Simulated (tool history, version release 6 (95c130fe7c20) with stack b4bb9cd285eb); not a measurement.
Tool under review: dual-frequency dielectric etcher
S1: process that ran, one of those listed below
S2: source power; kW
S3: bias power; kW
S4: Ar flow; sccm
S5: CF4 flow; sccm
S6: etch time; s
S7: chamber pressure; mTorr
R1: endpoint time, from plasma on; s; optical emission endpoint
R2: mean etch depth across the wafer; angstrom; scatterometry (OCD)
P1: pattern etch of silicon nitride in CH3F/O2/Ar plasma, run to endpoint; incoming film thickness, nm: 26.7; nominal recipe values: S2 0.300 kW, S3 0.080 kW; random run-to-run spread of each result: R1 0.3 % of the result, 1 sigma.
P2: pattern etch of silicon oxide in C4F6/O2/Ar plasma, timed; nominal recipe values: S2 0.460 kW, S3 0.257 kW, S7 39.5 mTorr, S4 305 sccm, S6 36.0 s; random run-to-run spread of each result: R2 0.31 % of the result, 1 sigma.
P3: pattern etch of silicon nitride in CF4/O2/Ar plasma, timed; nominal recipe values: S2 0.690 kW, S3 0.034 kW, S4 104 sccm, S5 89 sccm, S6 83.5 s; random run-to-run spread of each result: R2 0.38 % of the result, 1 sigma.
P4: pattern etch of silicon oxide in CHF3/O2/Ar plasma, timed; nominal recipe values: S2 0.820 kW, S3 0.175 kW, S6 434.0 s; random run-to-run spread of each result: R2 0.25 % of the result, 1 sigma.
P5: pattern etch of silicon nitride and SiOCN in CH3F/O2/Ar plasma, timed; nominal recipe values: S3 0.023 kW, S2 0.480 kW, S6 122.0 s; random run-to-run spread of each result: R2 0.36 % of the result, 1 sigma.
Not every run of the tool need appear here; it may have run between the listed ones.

| run | hour | S1 | S2 | S3 | S4 | S5 | S6 | S7 | R1 | R2 |
|---|---|---|---|---|---|---|---|---|---|---|
| 1 | 9.1 | P1 | 0.300 | 0.080 |  |  |  |  | 42.762 |  |
| 2 | 18.0 | P3 | 0.690 | 0.034 | 104 | 89 | 83.5 |  |  | 1760.10 |
| 3 | 28.3 | P5 | 0.480 | 0.023 |  |  | 122.0 |  |  | 175.13 |
| 4 | 37.5 | P2 | 0.460 | 0.257 | 305 |  | 36.0 | 30.5 |  | 1383.60 |
| 5 | 47.7 | P2 | 0.460 | 0.257 | 305 |  | 36.0 | 39.5 |  | 1347.00 |
| 6 | 54.5 | P3 | 0.690 | 0.034 | 104 | 63 | 83.5 |  |  | 1670.10 |
| 7 | 63.6 | P4 | 0.820 | 0.175 |  |  | 434.0 |  |  | 9592.80 |
| 8 | 72.0 | P5 | 0.480 | 0.019 |  |  | 122.0 |  |  | 160.66 |
| 9 | 81.5 | P3 | 0.690 | 0.034 | 143 | 89 | 83.5 |  |  | 1670.90 |
| 10 | 91.9 | P5 | 0.680 | 0.023 |  |  | 122.0 |  |  | 196.71 |
| 11 | 98.5 | P1 | 0.230 | 0.080 |  |  |  |  | 47.172 |  |
| 12 | 103.8 | P4 | 0.820 | 0.175 |  |  | 260.0 |  |  | 5763.80 |
| 13 | 113.9 | P1 | 0.300 | 0.080 |  |  |  |  | 42.845 |  |
| 14 | 124.6 | P3 | 0.690 | 0.034 | 104 | 89 | 109.0 |  |  | 2304.50 |
| 15 | 134.1 | P2 | 0.460 | 0.257 | 305 |  | 48.0 | 39.5 |  | 1794.20 |
| 16 | 141.0 | P2 | 0.340 | 0.257 | 305 |  | 36.0 | 39.5 |  | 1198.20 |
| 17 | 148.6 | P1 | 0.370 | 0.058 |  |  |  |  | 44.164 |  |
| 18 | 154.2 | P1 | 0.210 | 0.055 |  |  |  |  | 55.837 |  |
| 19 | 162.9 | P2 | 0.460 | 0.309 | 305 |  | 36.0 | 39.5 |  | 1433.10 |
| 20 | 173.3 | P1 | 0.420 | 0.061 |  |  |  |  | 41.289 |  |
| 21 | 180.2 | P1 | 0.300 | 0.106 |  |  |  |  | 38.551 |  |
| 22 | 191.2 | P5 | 0.480 | 0.023 |  |  | 152.5 |  |  | 217.87 |
| 23 | 202.3 | P3 | 0.690 | 0.021 | 104 | 89 | 83.5 |  |  | 1508.20 |
| 24 | 208.5 | P1 | 0.300 | 0.047 |  |  |  |  | 51.236 |  |
| 25 | 217.2 | P2 | 0.460 | 0.257 | 363 |  | 36.0 | 39.5 |  | 1311.20 |
| 26 | 222.0 | P4 | 0.820 | 0.232 |  |  | 434.0 |  |  | 10555.00 |
| 27 | 228.2 | P4 | 0.990 | 0.175 |  |  | 434.0 |  |  | 10350.00 |
| 28 | 237.7 | P1 | 0.300 | 0.080 |  |  |  |  | 42.742 |  |
| 29 | 245.5 | P1 | 0.300 | 0.080 |  |  |  |  | 42.682 |  |
| 30 | 255.3 | P5 | 0.480 | 0.023 |  |  | 122.0 |  |  | 174.12 |
| 31 | 266.1 | P1 | 0.300 | 0.080 |  |  |  |  | 43.089 |  |
| 32 | 276.1 | P1 | 0.410 | 0.080 |  |  |  |  | 38.047 |  |
| 33 | 286.1 | P4 | 0.820 | 0.175 |  |  | 434.0 |  |  | 9640.80 |
| 34 | 293.6 | P3 | 0.560 | 0.034 | 104 | 89 | 83.5 |  |  | 1463.10 |
| 35 | 299.4 | P1 | 0.300 | 0.080 |  |  |  |  | 42.661 |  |
| 36 | 304.3 | P1 | 0.300 | 0.080 |  |  |  |  | 42.466 |  |
| 37 | 313.3 | P1 | 0.300 | 0.080 |  |  |  |  | 42.345 |  |
| 38 | 319.8 | P1 | 0.300 | 0.080 |  |  |  |  | 42.270 |  |
|  | 319.9 | wet clean of the chamber |
| 39 | 326.1 | P1 | 0.300 | 0.080 |  |  |  |  | 42.356 |  |
| 40 | 337.1 | P1 | 0.300 | 0.080 |  |  |  |  | 42.255 |  |
| 41 | 345.9 | P1 | 0.300 | 0.080 |  |  |  |  | 41.970 |  |

Something has made what P1 gives creep away from where it was; the 2 causes below, each at its own stated size, fit the log equally well:
A: source power that arrives over what is set, % = 4.25
B: bias power that arrives over what is set, % = 4.43
The process output started creeping at around hour 299.4.
Each remaining cause and why it is not a fit:
chamber walls in a state that raises the etch rate, %: work on it at hour 319.9, done after the drift set in, did not restore what the process gave before

Below are 4 check runs, each averaged over 2 wafers, with their results shown as question marks. Which of them would give clearly different results depending on which cause is behind the drift?
| check 1 | 354.7 | P5 | 0.480 | 0.023 |  |  | 122.0 |  |  | ? |
| check 2 | 354.7 | P4 | 0.820 | 0.175 |  |  | 434.0 |  |  | ? |
| check 3 | 354.7 | P3 | 0.690 | 0.034 | 104 | 89 | 83.5 |  |  | ? |
| check 4 | 354.7 | P2 | 0.460 | 0.257 | 305 |  | 36.0 | 39.5 |  | ? |

If the cause were each of the candidates in turn, the checks would give the following:
| check | result | if A | if B |
|---|---|---|---|
| check 1 | R2 | 177.49 | 178.34 |
| check 2 | R2 | 9767.20 | 9749.40 |
| check 3 | R2 | 1828.00 | 1788.40 |
| check 4 | R2 | 1366.50 | 1364.70 |
How far apart the two closest causes lie, in the result that separates them most: check 1 0.48 %; check 2 0.18 %; check 3 2.19 %; check 4 0.13 %
The other checks would show nearly matching results whichever cause is true, so check 3 is the only one that separates the causes.

Check 3 has now been run. It gave: R2 1830.30 angstrom. Which of the candidate causes is it?

The correct cause is A, namely: source power that arrives over what is set, %.
